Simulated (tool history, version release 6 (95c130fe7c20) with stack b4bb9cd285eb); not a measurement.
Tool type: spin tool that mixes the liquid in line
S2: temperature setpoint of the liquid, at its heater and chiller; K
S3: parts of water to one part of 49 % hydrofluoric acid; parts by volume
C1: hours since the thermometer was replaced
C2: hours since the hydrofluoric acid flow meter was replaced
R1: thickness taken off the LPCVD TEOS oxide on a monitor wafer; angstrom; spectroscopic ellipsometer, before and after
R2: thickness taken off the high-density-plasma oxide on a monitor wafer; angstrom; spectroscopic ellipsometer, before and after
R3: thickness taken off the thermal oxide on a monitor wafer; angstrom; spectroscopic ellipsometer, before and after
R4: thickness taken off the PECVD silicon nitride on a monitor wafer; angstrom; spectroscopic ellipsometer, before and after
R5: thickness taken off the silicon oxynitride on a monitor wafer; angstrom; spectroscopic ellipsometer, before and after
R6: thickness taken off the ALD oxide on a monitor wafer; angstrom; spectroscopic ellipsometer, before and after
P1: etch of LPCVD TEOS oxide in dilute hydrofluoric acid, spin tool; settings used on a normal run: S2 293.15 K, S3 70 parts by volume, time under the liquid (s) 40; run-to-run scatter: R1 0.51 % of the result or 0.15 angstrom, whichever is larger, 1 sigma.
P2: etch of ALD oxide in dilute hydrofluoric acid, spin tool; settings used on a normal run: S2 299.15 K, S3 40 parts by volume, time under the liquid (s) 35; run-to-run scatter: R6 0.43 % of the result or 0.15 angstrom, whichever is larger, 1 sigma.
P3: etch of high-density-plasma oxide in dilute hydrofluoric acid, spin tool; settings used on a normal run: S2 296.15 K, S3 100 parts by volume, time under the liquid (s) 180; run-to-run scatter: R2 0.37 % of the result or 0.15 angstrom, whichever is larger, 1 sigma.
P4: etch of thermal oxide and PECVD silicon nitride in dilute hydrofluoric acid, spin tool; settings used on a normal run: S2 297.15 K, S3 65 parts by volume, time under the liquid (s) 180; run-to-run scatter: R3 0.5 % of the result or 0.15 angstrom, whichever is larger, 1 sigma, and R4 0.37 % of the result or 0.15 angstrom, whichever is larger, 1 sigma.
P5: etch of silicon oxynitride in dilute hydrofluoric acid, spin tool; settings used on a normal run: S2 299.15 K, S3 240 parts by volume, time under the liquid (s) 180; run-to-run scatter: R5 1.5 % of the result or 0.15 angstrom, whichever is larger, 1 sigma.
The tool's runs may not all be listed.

Run 1, hour 7.8: process that ran P1, S2 293.15 K, S3 70 parts by volume, time under the liquid (s) 40; C1 655; C2 1641. Result: R1 133.45 angstrom.
Run 2, hour 21.5: process that ran P3, S2 296.15 K, S3 100 parts by volume, time under the liquid (s) 180; C1 668.7; C2 1654.7. Result: R2 104.99 angstrom.
Run 3, hour 29.6: process that ran P3, S2 296.15 K, S3 100 parts by volume, time under the liquid (s) 180; C1 676.8; C2 1662.8. Result: R2 105.27 angstrom.
Run 4, hour 39.2: process that ran P3, S2 290.15 K, S3 100 parts by volume, time under the liquid (s) 180; C1 686.4; C2 1672.4. Result: R2 82.376 angstrom.
Run 5, hour 47.3: process that ran P4, S2 302.15 K, S3 65 parts by volume, time under the liquid (s) 180; C1 694.5; C2 1680.5. Result: R3 162.71 angstrom, R4 218.5 angstrom.
Run 6, hour 57.6: process that ran P4, S2 297.15 K, S3 65 parts by volume, time under the liquid (s) 60; C1 704.8; C2 1690.8. Result: R3 44.706 angstrom, R4 52.276 angstrom.
Run 7, hour 71.7: process that ran P1, S2 293.15 K, S3 40 parts by volume, time under the liquid (s) 40; C1 718.9; C2 1704.9. Result: R1 239.29 angstrom.
Run 8, hour 84.6: process that ran P1, S2 293.15 K, S3 70 parts by volume, time under the liquid (s) 40; C1 731.8; C2 1717.8. Result: R1 133.36 angstrom.
Run 9, hour 93.7: process that ran P5, S2 292.65 K, S3 240 parts by volume, time under the liquid (s) 180; C1 740.9; C2 1726.9. Result: R5 13.646 angstrom.
Run 10, hour 100.4: process that ran P5, S2 299.15 K, S3 240 parts by volume, time under the liquid (s) 180; C1 747.6; C2 1733.6. Result: R5 17.653 angstrom.
Run 11, hour 111.8: process that ran P5, S2 299.15 K, S3 240 parts by volume, time under the liquid (s) 75; C1 759; C2 1745. Result: R5 7.465 angstrom.
Run 12, hour 118.1: process that ran P1, S2 290.15 K, S3 70 parts by volume, time under the liquid (s) 40; C1 765.3; C2 1751.3. Result: R1 116.63 angstrom.
Run 13, hour 126.9: process that ran P1, S2 293.15 K, S3 70 parts by volume, time under the liquid (s) 40; C1 774.1; C2 1760.1. Result: R1 133.12 angstrom.
Run 14, hour 137.1: process that ran P1, S2 293.15 K, S3 45 parts by volume, time under the liquid (s) 15; C1 784.3; C2 1770.3. Result: R1 79.384 angstrom.
Run 15, hour 148.7: process that ran P5, S2 299.15 K, S3 240 parts by volume, time under the liquid (s) 180; C1 795.9; C2 1781.9. Result: R5 17.524 angstrom.
At hour 153.9: hydrofluoric acid flow meter replaced.
Run 16, hour 159.7: process that ran P2, S2 303.65 K, S3 40 parts by volume, time under the liquid (s) 35; C1 806.9; C2 5.9. Result: R6 183.19 angstrom.
Run 17, hour 171.1: process that ran P1, S2 293.15 K, S3 70 parts by volume, time under the liquid (s) 40; C1 818.3; C2 17.3. Result: R1 134.32 angstrom.
Run 18, hour 178: process that ran P2, S2 299.15 K, S3 40 parts by volume, time under the liquid (s) 35; C1 825.2; C2 24.2. Result: R6 153.23 angstrom.
Run 19, hour 188.3: process that ran P1, S2 293.15 K, S3 125 parts by volume, time under the liquid (s) 40; C1 835.5; C2 34.5. Result: R1 70.036 angstrom.
Run 20, hour 196.5: process that ran P2, S2 299.15 K, S3 40 parts by volume, time under the liquid (s) 55; C1 843.7; C2 42.7. Result: R6 241.57 angstrom.
Run 21, hour 207.9: process that ran P1, S2 293.15 K, S3 70 parts by volume, time under the liquid (s) 15; C1 855.1; C2 54.1. Result: R1 50.109 angstrom.
Run 22, hour 220.8: process that ran P4, S2 297.15 K, S3 65 parts by volume, time under the liquid (s) 180; C1 868; C2 67. Result: R3 134.12 angstrom, R4 156.65 angstrom.
Run 23, hour 229.4: process that ran P1, S2 290.15 K, S3 70 parts by volume, time under the liquid (s) 70; C1 876.6; C2 75.6. Result: R1 204.79 angstrom.
Run 24, hour 241.2: process that ran P1, S2 297.15 K, S3 70 parts by volume, time under the liquid (s) 40; C1 888.4; C2 87.4. Result: R1 156.4 angstrom.
Run 25, hour 252.7: process that ran P4, S2 297.15 K, S3 95 parts by volume, time under the liquid (s) 180; C1 899.9; C2 98.9. Result: R3 89.025 angstrom, R4 107.72 angstrom.
Run 26, hour 265.9: process that ran P4, S2 297.15 K, S3 65 parts by volume, time under the liquid (s) 180; C1 913.1; C2 112.1. Result: R3 133.11 angstrom, R4 156.25 angstrom.
Run 27, hour 272.6: process that ran P3, S2 296.15 K, S3 180 parts by volume, time under the liquid (s) 180; C1 919.8; C2 118.8. Result: R2 53.596 angstrom.
Run 28, hour 286.2: process that ran P2, S2 299.15 K, S3 20 parts by volume, time under the liquid (s) 35; C1 933.4; C2 132.4. Result: R6 314.75 angstrom.
Run 29, hour 299.2: process that ran P1, S2 293.15 K, S3 70 parts by volume, time under the liquid (s) 40; C1 946.4; C2 145.4. Result: R1 131.94 angstrom.
Run 30, hour 312.1: process that ran P3, S2 296.15 K, S3 100 parts by volume, time under the liquid (s) 330; C1 959.3; C2 158.3. Result: R2 193.53 angstrom.
Run 31, hour 324.2: process that ran P5, S2 299.15 K, S3 125 parts by volume, time under the liquid (s) 180; C1 971.4; C2 170.4. Result: R5 37.403 angstrom.
Run 32, hour 331.6: process that ran P1, S2 293.15 K, S3 70 parts by volume, time under the liquid (s) 70; C1 978.8; C2 177.8. Result: R1 230.26 angstrom.
Run 33, hour 340.7: process that ran P1, S2 293.15 K, S3 70 parts by volume, time under the liquid (s) 40; C1 987.9; C2 186.9. Result: R1 133.11 angstrom.
Run 34, hour 351.2: process that ran P1, S2 293.15 K, S3 70 parts by volume, time under the liquid (s) 40; C1 998.4; C2 197.4. Result: R1 136.73 angstrom.
Run 35, hour 364: process that ran P1, S2 293.15 K, S3 70 parts by volume, time under the liquid (s) 40; C1 1011.2; C2 210.2. Result: R1 139.22 angstrom.
Run 36, hour 377.4: process that ran P1, S2 293.15 K, S3 70 parts by volume, time under the liquid (s) 40; C1 1024.6; C2 223.6. Result: R1 142.17 angstrom.
Run 37, hour 389: process that ran P1, S2 293.15 K, S3 70 parts by volume, time under the liquid (s) 40; C1 1036.2; C2 235.2. Result: R1 142.14 angstrom.
Run 38, hour 398: process that ran P1, S2 293.15 K, S3 70 parts by volume, time under the liquid (s) 40; C1 1045.2; C2 244.2. Result: R1 143.7 angstrom.
Run 39, hour 405.1: process that ran P1, S2 293.15 K, S3 70 parts by volume, time under the liquid (s) 40; C1 1052.3; C2 251.3. Result: R1 143.1 angstrom.
Run 40, hour 418: process that ran P1, S2 293.15 K, S3 70 parts by volume, time under the liquid (s) 40; C1 1065.2; C2 264.2. Result: R1 143.65 angstrom.
Run 41, hour 429.7: process that ran P1, S2 293.15 K, S3 70 parts by volume, time under the liquid (s) 40; C1 1076.9; C2 275.9. Result: R1 143.17 angstrom.

What P1 gives has crept away from where it was. These 2 causes fit the log equally well, each at the size given:
A: hydrofluoric acid flow above the setpoint (%) = 7.67
B: liquid hotter than its thermometer reads (K) = 1.92
The process output started creeping at around hour 340.7.

Below are 4 check runs, each on a single wafer, with their results shown as question marks. Which of them would tell the listed causes apart, meaning the causes would give clearly different results under it?
Run check 1, hour 441.4: process that ran P5, S2 299.15 K, S3 240 parts by volume, time under the liquid (s) 180. Result: R5 ?.
Run check 2, hour 441.4: process that ran P3, S2 296.15 K, S3 100 parts by volume, time under the liquid (s) 180. Result: R2 ?.
Run check 3, hour 441.4: process that ran P4, S2 297.15 K, S3 65 parts by volume, time under the liquid (s) 180. Result: R3 ?, R4 ?.
Run check 4, hour 441.4: process that ran P2, S2 299.15 K, S3 40 parts by volume, time under the liquid (s) 35. Result: R6 ?.

Predicted outcomes, by check and by cause:
  check  result    if A    if B
check 1      R5  18.898  18.786
check 2      R2  114.32  113.59
check 3      R3  145.37  145.01
check 3      R4  168.28   177.8
check 4      R6  165.55  165.54
Gap, in per cent, between the two causes that each check separates least, read from the result that separates them most: check 1 0.59 %; check 2 0.64 %; check 3 5.5 %; check 4 0.01 %
Only check 3 tells the causes apart: in the others they would give nearly the same result.

Then check 3 was run and gave: R3 144.16 angstrom; R4 178.5 angstrom. Which cause is it?

B is the cause: liquid hotter than its thermometer reads (K).

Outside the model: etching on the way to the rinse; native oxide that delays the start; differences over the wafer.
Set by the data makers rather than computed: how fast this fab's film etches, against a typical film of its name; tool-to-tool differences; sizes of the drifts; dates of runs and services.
